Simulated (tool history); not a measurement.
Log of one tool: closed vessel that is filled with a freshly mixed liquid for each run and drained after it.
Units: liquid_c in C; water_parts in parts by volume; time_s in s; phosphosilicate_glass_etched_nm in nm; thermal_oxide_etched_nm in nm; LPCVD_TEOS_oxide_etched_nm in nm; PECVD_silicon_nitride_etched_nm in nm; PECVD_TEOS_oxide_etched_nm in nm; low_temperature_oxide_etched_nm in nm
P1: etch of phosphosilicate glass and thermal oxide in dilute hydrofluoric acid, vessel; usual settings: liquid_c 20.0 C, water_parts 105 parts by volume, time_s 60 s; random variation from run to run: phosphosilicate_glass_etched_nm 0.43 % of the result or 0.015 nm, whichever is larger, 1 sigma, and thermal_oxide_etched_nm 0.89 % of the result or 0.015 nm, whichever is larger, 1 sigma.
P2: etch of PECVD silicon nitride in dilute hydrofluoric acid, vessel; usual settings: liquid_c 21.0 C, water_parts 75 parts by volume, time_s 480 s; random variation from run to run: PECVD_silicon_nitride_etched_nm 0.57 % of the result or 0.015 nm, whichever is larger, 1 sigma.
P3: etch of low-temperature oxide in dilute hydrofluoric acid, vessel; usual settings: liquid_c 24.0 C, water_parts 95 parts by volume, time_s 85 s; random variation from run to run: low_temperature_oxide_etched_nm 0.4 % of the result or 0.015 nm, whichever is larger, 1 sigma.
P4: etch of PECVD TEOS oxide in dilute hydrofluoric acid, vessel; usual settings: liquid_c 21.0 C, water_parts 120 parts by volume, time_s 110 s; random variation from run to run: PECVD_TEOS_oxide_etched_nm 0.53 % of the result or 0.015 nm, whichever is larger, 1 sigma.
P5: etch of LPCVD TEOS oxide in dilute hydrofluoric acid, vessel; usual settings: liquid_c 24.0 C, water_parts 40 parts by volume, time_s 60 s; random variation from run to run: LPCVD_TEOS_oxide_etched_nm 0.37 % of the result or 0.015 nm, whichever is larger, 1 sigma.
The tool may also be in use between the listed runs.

run	hour	process	liquid_c	water_parts	time_s	hours since the thermometer was replaced	hours since the hydrofluoric acid flow meter was replaced	phosphosilicate_glass_etched_nm	thermal_oxide_etched_nm	LPCVD_TEOS_oxide_etched_nm	PECVD_silicon_nitride_etched_nm	PECVD_TEOS_oxide_etched_nm	low_temperature_oxide_etched_nm
1	13.3	P1	20.0	105	60	1013.7	570.3	57.496	2.21140				
2	22.9	P1	17.0	105	90	1023.3	579.9	75.860	2.88780				
3	32.4	P5	24.0	40	30	1032.8	589.4			17.595			
4	43.4	P2	21.0	75	480	1043.8	600.4				23.523		
5	52.1	P4	21.0	120	110	1052.5	609.1					10.346	
6	60.2	P2	17.0	75	480	1060.6	617.2				17.603		
7	73.9	P3	24.0	95	85	1074.3	630.9						18.224
8	89.4	P1	20.0	105	105	1089.8	646.4	100.690	3.88520				
9	98.1	P4	17.0	120	110	1098.5	655.1					8.773	
10	112.0	P1	20.0	55	60	1112.4	669.0	115.710	4.47490				
11	120.6	P3	29.5	95	85	1121.0	677.6						22.494
12	132.9	P3	24.0	45	85	1133.3	689.9						40.821
13	146.3	P2	21.0	25	480	1146.7	703.3				67.888		
14	155.1	P4	21.0	50	110	1155.5	712.1					27.144	
15	164.0	P1	20.0	105	60	1164.4	721.0	57.291	2.19930				
16	175.8	P1	20.0	105	60	1176.2	732.8	57.678	2.18970				
17	184.1	P4	21.0	120	110	1184.5	741.1					10.443	
18	198.8	P1	20.0	105	60	1199.2	755.8	57.314	2.20510				
19	213.9	P2	21.0	75	755	1214.3	770.9				36.924		
20	228.7	P5	29.5	40	60	1229.1	785.7			44.429			
21	243.0	P5	24.0	25	60	1243.4	800.0			58.177			
22	251.5	P3	24.0	95	165	1251.9	808.5						35.018
23	265.7	P1	20.0	105	60	1266.1	822.7	57.612	2.24310				
24	275.0	P1	20.0	175	60	1275.4	832.0	32.036	1.25560				
25	287.5	P1	24.5	105	60	1287.9	844.5	68.527	2.58490				

The next listed run, before its measurement:
26	302.2	P1	20.0	150	35	1302.6	859.2	?	?				

{"run 26": {"phosphosilicate_glass_etched_nm": 22.407, "thermal_oxide_etched_nm": 0.86559}}
